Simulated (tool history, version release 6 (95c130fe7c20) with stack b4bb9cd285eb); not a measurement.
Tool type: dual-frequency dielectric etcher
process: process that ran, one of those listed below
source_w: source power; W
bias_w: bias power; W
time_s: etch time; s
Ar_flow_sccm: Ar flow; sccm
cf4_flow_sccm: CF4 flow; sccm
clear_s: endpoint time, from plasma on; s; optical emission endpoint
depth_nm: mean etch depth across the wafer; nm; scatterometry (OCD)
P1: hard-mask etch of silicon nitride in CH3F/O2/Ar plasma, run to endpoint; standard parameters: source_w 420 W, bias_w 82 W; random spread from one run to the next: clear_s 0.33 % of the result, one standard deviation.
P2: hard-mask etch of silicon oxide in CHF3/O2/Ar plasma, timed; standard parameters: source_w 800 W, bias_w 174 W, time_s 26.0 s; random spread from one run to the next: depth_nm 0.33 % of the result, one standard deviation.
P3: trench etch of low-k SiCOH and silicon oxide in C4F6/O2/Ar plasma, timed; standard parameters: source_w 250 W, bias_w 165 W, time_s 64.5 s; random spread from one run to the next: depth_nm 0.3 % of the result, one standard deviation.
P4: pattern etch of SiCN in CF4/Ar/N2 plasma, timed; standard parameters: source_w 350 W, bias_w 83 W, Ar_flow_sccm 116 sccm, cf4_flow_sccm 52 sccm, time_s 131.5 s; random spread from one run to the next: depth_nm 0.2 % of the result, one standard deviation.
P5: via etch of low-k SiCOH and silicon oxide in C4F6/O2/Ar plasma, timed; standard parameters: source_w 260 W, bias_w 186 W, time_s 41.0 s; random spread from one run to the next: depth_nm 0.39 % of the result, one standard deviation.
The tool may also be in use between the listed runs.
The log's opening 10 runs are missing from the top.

run	hour	process	source_w	bias_w	time_s	Ar_flow_sccm	cf4_flow_sccm	hours since the last wet clean	hours since the last source power generator calibration	hours since the last bias power generator calibration	clear_s	depth_nm
11	74.8	P4	350	107	131.5	116	52	249.2	1428.7	2602.4		99.963
12	83.1	P1	420	82				257.5	1437.0	2610.7	43.823	
13	89.2	P1	420	112				263.6	1443.1	2616.8	39.094	
14	96.0	P3	250	117	64.5			270.4	1449.9	2623.6		152.400
15	100.3	P2	1100	174	26.0			274.7	1454.2	2627.9		61.860
16	105.3	P4	210	83	131.5	116	52	279.7	1459.2	2632.9		58.166
17	113.0	P2	800	174	26.0			287.4	1466.9	2640.6		54.512
18	120.2	P4	350	83	131.5	116	52	294.6	1474.1	2647.8		90.232
19	124.4	P4	350	83	131.5	116	52	298.8	1478.3	2652.0		90.573
20	130.2	P5	300	186	41.0			304.6	1484.1	2657.8		96.654
21	136.4	P4	350	83	131.5	71	52	310.8	1490.3	2664.0		96.895
22	144.0	P1	420	82				318.4	1497.9	2671.6	43.932	
23	151.9	P1	420	82				326.3	1505.8	2679.5	43.675	
# hour 160.9: source power generator calibrated
24	161.6	P1	560	99				336.0	0.8	2689.2	36.833	
25	169.2	P1	420	64				343.6	8.4	2696.8	47.579	
26	177.3	P5	260	186	41.0			351.7	16.5	2704.9		92.193
27	185.3	P3	250	165	64.5			359.7	24.5	2712.9		169.940
28	194.0	P4	350	83	131.5	116	67	368.4	33.2	2721.6		93.578
29	198.9	P1	280	82				373.3	38.1	2726.5	51.061	
30	207.2	P4	350	83	170.0	116	52	381.6	46.4	2734.8		116.770
31	214.0	P3	160	165	64.5			388.4	53.2	2741.6		143.430
32	222.5	P5	260	186	41.0			396.9	61.7	2750.1		91.262
33	230.5	P1	350	102				404.9	69.7	2758.1	43.213	

Run 34 comes next. What will it give?
34	238.8	P1	420	82				413.2	78.0	2766.4	?	

{"run 34": {"clear_s": 43.72}}
